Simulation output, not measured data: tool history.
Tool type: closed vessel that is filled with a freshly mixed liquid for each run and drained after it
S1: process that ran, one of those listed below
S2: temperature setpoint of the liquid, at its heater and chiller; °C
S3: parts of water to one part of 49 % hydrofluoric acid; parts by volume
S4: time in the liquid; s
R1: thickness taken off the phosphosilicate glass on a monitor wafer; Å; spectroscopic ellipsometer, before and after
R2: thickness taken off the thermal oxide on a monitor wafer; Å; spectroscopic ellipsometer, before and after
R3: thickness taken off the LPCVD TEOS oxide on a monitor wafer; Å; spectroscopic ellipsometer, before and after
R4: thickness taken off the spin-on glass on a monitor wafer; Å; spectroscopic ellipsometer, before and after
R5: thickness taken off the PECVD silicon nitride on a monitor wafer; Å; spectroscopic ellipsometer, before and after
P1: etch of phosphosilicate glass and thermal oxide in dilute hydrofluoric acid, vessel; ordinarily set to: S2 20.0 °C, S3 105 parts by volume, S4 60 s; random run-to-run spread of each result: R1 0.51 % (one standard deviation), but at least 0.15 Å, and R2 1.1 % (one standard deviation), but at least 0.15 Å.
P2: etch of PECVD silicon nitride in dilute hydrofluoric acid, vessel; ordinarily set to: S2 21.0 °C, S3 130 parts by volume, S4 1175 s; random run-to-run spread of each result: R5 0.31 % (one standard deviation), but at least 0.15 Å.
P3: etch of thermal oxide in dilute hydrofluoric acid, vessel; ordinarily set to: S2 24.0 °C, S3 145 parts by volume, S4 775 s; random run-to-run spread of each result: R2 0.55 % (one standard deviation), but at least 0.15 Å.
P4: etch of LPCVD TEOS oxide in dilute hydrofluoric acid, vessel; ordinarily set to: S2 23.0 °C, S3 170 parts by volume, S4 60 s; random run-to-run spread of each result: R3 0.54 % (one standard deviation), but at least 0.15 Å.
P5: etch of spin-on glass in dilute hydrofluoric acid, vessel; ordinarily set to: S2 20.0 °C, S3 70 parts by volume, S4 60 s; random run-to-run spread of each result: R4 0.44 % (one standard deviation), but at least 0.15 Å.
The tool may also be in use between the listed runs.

run	hour	S1	S2	S3	S4	R1	R2	R3	R4	R5
1	3.6	P1	20.0	105	60	281.38	23.338			
2	10.4	P4	23.0	170	30			78.401		
3	13.4	P1	20.0	105	30	141.19	11.557			
4	16.5	P3	24.0	145	1180		352.800			
5	22.2	P1	20.0	55	35	332.77	27.400			
6	26.8	P5	20.0	70	60				279.33	
7	29.9	P4	23.0	170	60			156.170		
8	36.2	P2	21.0	130	650					86.723
9	42.1	P2	26.5	130	1175					226.050
10	48.9	P4	17.0	170	60			124.470		
11	53.0	P3	24.0	145	775		235.240			
12	56.3	P3	17.5	145	775		181.220			
# hour 57.8: thermometer replaced
13	62.9	P3	24.0	35	775		1102.400			
14	69.4	P1	27.5	105	35	221.87	17.940			
15	76.2	P2	21.0	130	1175					158.100
16	80.6	P1	20.0	70	60	445.67	36.691			
17	85.5	P1	20.0	105	60	282.71	23.037			
18	88.6	P2	21.0	25	1175					784.600
19	93.3	P1	20.0	150	60	190.01	15.560			
20	96.6	P5	27.0	70	60				370.05	
21	101.2	P1	20.0	105	60	278.40	23.320			
22	105.1	P5	20.0	125	60				146.16	
23	108.7	P4	23.0	245	60			101.150		
24	112.8	P3	24.0	145	775		235.690			
25	119.2	P1	20.0	105	60	280.23	23.063			
26	125.5	P1	17.0	105	60	247.74	20.433			
27	128.7	P1	20.0	105	60	284.42	23.383			
28	134.2	P5	20.0	70	60				277.60	
29	140.3	P1	26.5	105	60	370.18	30.246			
30	147.2	P1	20.0	105	105	493.65	40.744			
31	153.0	P5	20.0	70	110				510.75	
32	159.0	P1	20.0	105	60	282.06	23.566			
33	163.4	P1	20.0	105	60	288.54	24.420			
34	166.6	P1	20.0	105	60	293.50	24.584			
35	173.1	P1	20.0	105	60	297.26	24.943			
36	176.9	P1	20.0	105	60	299.96	25.075			
37	180.6	P1	20.0	105	60	300.28	24.541			
38	186.5	P1	20.0	105	60	299.81	25.056			
39	191.1	P1	20.0	105	60	299.40	24.372			
40	195.3	P1	20.0	105	60	300.73	24.645			
41	201.4	P1	20.0	105	60	300.66	24.935			

Something has made what P1 gives creep away from where it was; the 2 causes below, each at its own stated size, fit the log equally well:
A: hydrofluoric acid flow above the setpoint (%) = 5.68
B: liquid hotter than its thermometer reads (K) = 1.52
Onset of the creep was near hour 159.0.

The check runs listed below each take one wafer, and their results are still question marks. Under which run would the listed causes lead to clearly different results?
check 1	207.5	P2	21.0	130	1175					?
check 2	207.5	P3	24.0	145	775		?			
check 3	207.5	P5	20.0	70	60				?	
check 4	207.5	P4	23.0	170	60			?		

If the cause were each of the candidates in turn, the checks would give the following:
check	result	if A	if B
check 1	R5	166.250	174.200
check 2	R2	249.030	247.450
check 3	R4	294.87	295.95
check 4	R3	167.560	166.250
Per check, the gap between the least separated pair of causes, taken in the result that splits them most: check 1 4.67 %; check 2 0.64 %; check 3 0.37 %; check 4 0.78 %
The causes can be told apart only by check 1. The other checks would give nearly the same results under each of them.

Running check 1 produced the following: R5 174.760 Å. Which one of the listed causes fits?

B is the cause: liquid hotter than its thermometer reads (K).

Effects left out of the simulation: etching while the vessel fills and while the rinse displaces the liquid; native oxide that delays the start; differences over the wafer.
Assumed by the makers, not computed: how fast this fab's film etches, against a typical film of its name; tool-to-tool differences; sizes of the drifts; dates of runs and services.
